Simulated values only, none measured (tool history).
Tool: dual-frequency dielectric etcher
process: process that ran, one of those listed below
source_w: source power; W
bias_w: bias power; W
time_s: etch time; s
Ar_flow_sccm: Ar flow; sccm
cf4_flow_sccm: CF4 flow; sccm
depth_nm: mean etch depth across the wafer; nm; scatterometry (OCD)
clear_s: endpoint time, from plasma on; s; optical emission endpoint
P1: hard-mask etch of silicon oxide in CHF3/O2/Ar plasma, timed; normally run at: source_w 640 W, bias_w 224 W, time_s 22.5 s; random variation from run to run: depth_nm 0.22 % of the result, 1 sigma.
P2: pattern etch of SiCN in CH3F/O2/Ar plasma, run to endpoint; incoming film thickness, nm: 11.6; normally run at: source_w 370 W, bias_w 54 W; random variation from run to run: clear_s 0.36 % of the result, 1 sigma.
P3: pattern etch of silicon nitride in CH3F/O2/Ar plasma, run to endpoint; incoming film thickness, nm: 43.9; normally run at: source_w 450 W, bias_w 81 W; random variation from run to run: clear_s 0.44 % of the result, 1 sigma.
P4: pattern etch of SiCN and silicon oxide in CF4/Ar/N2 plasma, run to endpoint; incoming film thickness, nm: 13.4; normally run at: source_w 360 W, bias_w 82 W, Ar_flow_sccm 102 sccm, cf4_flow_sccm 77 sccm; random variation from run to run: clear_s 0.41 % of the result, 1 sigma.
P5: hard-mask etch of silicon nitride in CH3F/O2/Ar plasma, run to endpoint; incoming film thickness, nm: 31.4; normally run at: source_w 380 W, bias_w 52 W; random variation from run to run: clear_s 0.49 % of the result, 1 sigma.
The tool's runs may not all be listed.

| run | hour | process | source_w | bias_w | time_s | Ar_flow_sccm | cf4_flow_sccm | hours since the last wet clean | hours since the last source power generator calibration | hours since the last bias power generator calibration | depth_nm | clear_s |
|---|---|---|---|---|---|---|---|---|---|---|---|---|
| 1 | 8.9 | P1 | 640 | 224 | 22.5 |  |  | 186.2 | 2674 | 1797.8 | 49.307 |  |
| 2 | 22.1 | P4 | 360 | 82 |  | 102 | 54 | 199.4 | 2687.2 | 1811 |  | 18.75 |
| 3 | 38.3 | P1 | 850 | 224 | 22.5 |  |  | 215.6 | 2703.4 | 1827.2 | 55.167 |  |
| 4 | 47.3 | P4 | 360 | 82 |  | 142 | 77 | 224.6 | 2712.4 | 1836.2 |  | 18.64 |
| 5 | 59.2 | P1 | 640 | 296 | 22.5 |  |  | 236.5 | 2724.3 | 1848.1 | 54.662 |  |
| 6 | 70.3 | P5 | 380 | 52 |  |  |  | 247.6 | 2735.4 | 1859.2 |  | 51.829 |
| 7 | 82.2 | P3 | 450 | 81 |  |  |  | 259.5 | 2747.3 | 1871.1 |  | 58.095 |
| 8 | 94.5 | P1 | 410 | 224 | 14.5 |  |  | 271.8 | 2759.6 | 1883.4 | 26.984 |  |
| 9 | 102.7 | P1 | 640 | 224 | 22.5 |  |  | 280 | 2767.8 | 1891.6 | 49.415 |  |
| 10 | 118.6 | P4 | 360 | 82 |  | 102 | 77 | 295.9 | 2783.7 | 1907.5 |  | 17.808 |
| 11 | 134.4 | P3 | 360 | 81 |  |  |  | 311.7 | 2799.5 | 1923.3 |  | 63.663 |
| 12 | 146.5 | P1 | 640 | 224 | 14 |  |  | 323.8 | 2811.6 | 1935.4 | 30.584 |  |
| 13 | 157.4 | P4 | 360 | 103 |  | 102 | 77 | 334.7 | 2822.5 | 1946.3 |  | 16.383 |
| 14 | 168.7 | P2 | 370 | 54 |  |  |  | 346 | 2833.8 | 1957.6 |  | 35.675 |
| 15 | 178.1 | P3 | 450 | 56 |  |  |  | 355.4 | 2843.2 | 1967 |  | 65.692 |
| 16 | 187.3 | P1 | 640 | 224 | 22.5 |  |  | 364.6 | 2852.4 | 1976.2 | 49.47 |  |
| 17 | 202.7 | P1 | 520 | 224 | 22.5 |  |  | 380 | 2867.8 | 1991.6 | 45.608 |  |
| 18 | 211.6 | P1 | 640 | 224 | 22.5 |  |  | 388.9 | 2876.7 | 2000.5 | 49.418 |  |
| 19 | 223.1 | P4 | 360 | 82 |  | 102 | 77 | 400.4 | 2888.2 | 2012 |  | 17.862 |
| 20 | 234.3 | P2 | 250 | 54 |  |  |  | 411.6 | 2899.4 | 2023.2 |  | 41.626 |
| 21 | 243.8 | P1 | 640 | 224 | 34 |  |  | 421.1 | 2908.9 | 2032.7 | 74.62 |  |
| 22 | 252 | P2 | 370 | 54 |  |  |  | 429.3 | 2917.1 | 2040.9 |  | 35.981 |
| 23 | 260.4 | P1 | 640 | 224 | 22.5 |  |  | 437.7 | 2925.5 | 2049.3 | 49.455 |  |
| 24 | 269.2 | P4 | 440 | 82 |  | 102 | 77 | 446.5 | 2934.3 | 2058.1 |  | 14.945 |
| 25 | 277.2 | P1 | 640 | 224 | 22.5 |  |  | 454.5 | 2942.3 | 2066.1 | 49.47 |  |
| 26 | 285.2 | P1 | 640 | 176 | 22.5 |  |  | 462.5 | 2950.3 | 2074.1 | 45.48 |  |
| 27 | 297.6 | P2 | 370 | 67 |  |  |  | 474.9 | 2962.7 | 2086.5 |  | 33.216 |
| 28 | 305.7 | P5 | 530 | 52 |  |  |  | 483 | 2970.8 | 2094.6 |  | 45.194 |
| 29 | 319.8 | P5 | 380 | 38 |  |  |  | 497.1 | 2984.9 | 2108.7 |  | 57.396 |
| 30 | 327.1 | P1 | 640 | 224 | 22.5 |  |  | 504.4 | 2992.2 | 2116 | 49.376 |  |
| 31 | 337.3 | P1 | 640 | 224 | 22.5 |  |  | 514.6 | 3002.4 | 2126.2 | 49.597 |  |
| 32 | 345 | P1 | 640 | 224 | 22.5 |  |  | 522.3 | 3010.1 | 2133.9 | 49.863 |  |
| 33 | 361.2 | P1 | 640 | 224 | 22.5 |  |  | 538.5 | 3026.3 | 2150.1 | 49.975 |  |
| 34 | 374.7 | P1 | 640 | 224 | 22.5 |  |  | 552 | 3039.8 | 2163.6 | 49.985 |  |
| 35 | 384.6 | P1 | 640 | 224 | 22.5 |  |  | 561.9 | 3049.7 | 2173.5 | 50.156 |  |
| 36 | 396.1 | P1 | 640 | 224 | 22.5 |  |  | 573.4 | 3061.2 | 2185 | 50.435 |  |
|  | 396.8 | wet clean of the chamber |
| 37 | 405.5 | P1 | 640 | 224 | 22.5 |  |  | 8.8 | 3070.6 | 2194.4 | 50.226 |  |
| 38 | 420.1 | P1 | 640 | 224 | 22.5 |  |  | 23.4 | 3085.2 | 2209 | 50.427 |  |

What P1 gives has crept away from where it was. These 2 causes fit the log equally well, each at the size given:
A: source power that arrives over what is set, % = 4.39
B: bias power that arrives over what is set, % = 4.75
The creep began at about hour 327.1.
Why every other cause is out:
chamber walls in a state that raises the etch rate, %: serviced at hour 396.8, which brought nothing back

4 check runs are offered, each on 2 wafers whose results are averaged, their results left as question marks. Which one tells the causes apart?
| check 1 | 434.7 | P3 | 450 | 81 |  |  |  |  |  |  |  | ? |
| check 2 | 434.7 | P5 | 380 | 52 |  |  |  |  |  |  |  | ? |
| check 3 | 434.7 | P2 | 370 | 54 |  |  |  |  |  |  |  | ? |
| check 4 | 434.7 | P4 | 360 | 82 |  | 102 | 77 |  |  |  |  | ? |

What each check would give under each cause:
| check | result | if A | if B |
|---|---|---|---|
| check 1 | clear_s | 57.304 | 57.302 |
| check 2 | clear_s | 51.044 | 51.137 |
| check 3 | clear_s | 35.315 | 35.348 |
| check 4 | clear_s | 17.181 | 17.555 |
How far apart the two closest causes lie, in the result that separates them most: check 1 0 %; check 2 0.18 %; check 3 0.09 %; check 4 2.15 %
Check 4 tells the causes apart: in the others they would give nearly the same result.

Then check 4 was run and gave: clear_s 17.558 s. Which cause is it?

It is B: bias power that arrives over what is set, %.
